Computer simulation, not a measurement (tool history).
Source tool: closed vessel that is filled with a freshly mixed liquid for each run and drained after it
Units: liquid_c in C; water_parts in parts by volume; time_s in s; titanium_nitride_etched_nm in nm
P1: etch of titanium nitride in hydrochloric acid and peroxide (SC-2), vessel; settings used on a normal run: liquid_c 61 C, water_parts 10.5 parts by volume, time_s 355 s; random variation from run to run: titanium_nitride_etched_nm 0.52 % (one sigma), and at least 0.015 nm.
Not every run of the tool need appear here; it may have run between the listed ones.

run   hour  liquid_c  water_parts  time_s  hours since the thermometer was replaced  hours since the chemicals flow meter was replaced  hours since the drum of peroxide was connected  titanium_nitride_etched_nm
  1    6.7        61         10.5     355                                     165.3                                              300.1                                             216                      28.062
  2   16.6        61         10.5     140                                     175.2                                                310                                           225.9                      11.112
  3   22.5        61         10.5     355                                     181.1                                              315.9                                           231.8                      27.878
  4   29.9        72          6.5     355                                     188.5                                              323.3                                           239.2                      80.412
  5     43        61           14     140                                     201.6                                              336.4                                           252.3                      8.6871
  6   50.9        61         10.5     685                                     209.5                                              344.3                                           260.2                      54.531
      60.6  -- chemicals flow meter replaced
  7     61        61           16     110                                     219.6                                                0.4                                           270.3                      5.9833
  8   73.9        61         10.5     355                                     232.5                                               13.3                                           283.2                       28.04
  9   85.9        61            4     355                                     244.5                                               25.3                                           295.2                      58.753
      92.7  -- new drum of peroxide connected
 10   97.9      44.5         10.5     355                                     256.5                                               37.3                                             5.2                      9.5203
 11  108.7        61           18     355                                     267.3                                               48.1                                              16                      17.673
 12  120.7      69.5         10.5     355                                     279.3                                               60.1                                              28                      47.189
 13  127.9        61         10.5     355                                     286.5                                               67.3                                            35.2                      28.125
 14  134.4        61         10.5     355                                       293                                               73.8                                            41.7                      28.216
 15  145.3        61         10.5     355                                     303.9                                               84.7                                            52.6                      28.146
 16  156.2        61         10.5     355                                     314.8                                               95.6                                            63.5                       28.09
 17  164.9        61         10.5     355                                     323.5                                              104.3                                            72.2                      29.131

What will run 18 give?
 18   171        61         10.5     355                                     329.6                                              110.4                                            78.3                           ?

titanium_nitride_etched_nm: 29.612 nm
